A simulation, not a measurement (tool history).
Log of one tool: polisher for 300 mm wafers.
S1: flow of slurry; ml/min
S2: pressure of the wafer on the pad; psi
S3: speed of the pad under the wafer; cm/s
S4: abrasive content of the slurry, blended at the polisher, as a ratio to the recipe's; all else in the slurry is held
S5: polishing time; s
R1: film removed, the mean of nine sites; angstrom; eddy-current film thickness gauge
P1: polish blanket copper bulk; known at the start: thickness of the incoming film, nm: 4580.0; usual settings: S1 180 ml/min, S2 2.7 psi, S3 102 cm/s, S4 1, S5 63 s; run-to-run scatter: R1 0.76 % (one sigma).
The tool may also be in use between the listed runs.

run	hour	S1	S2	S3	S4	S5	R1
1	6.3	180	2.7	102	1	63	4963.6
2	10.8	180	2.7	102	1	63	4949.1
3	17.1	180	3.9	102	1	63	7109.1
4	23	180	2.7	102	1	63	4847.4
# hour 26: slurry blender recalibrated
5	26.3	110	2.7	102	1	63	4542.8
6	30.7	180	2.7	102	1.25	63	5196.8
7	37.2	180	1.5	102	1	63	2716.1
8	41.9	110	2.7	48	1	63	2106.6
9	47.8	180	2.7	102	0.7	63	4586.2
10	51.6	180	2.7	162	1	63	7754.7
11	57.4	180	2.7	102	1	63	4948.4
12	61.5	180	2.7	102	1	83	6509.2
13	67	180	2.7	46	1	63	2208.1
14	72.9	180	2.7	102	1	28	2175.1
15	78.8	180	2.7	102	1	63	4878.9
16	82.4	250	2.7	102	1	63	5141.1
17	86.2	180	2.7	102	1	63	4999.6

Run 18 comes next. What will it give?
18	90.7	180	2.7	102	1	63	?

R1: 4710 angstrom
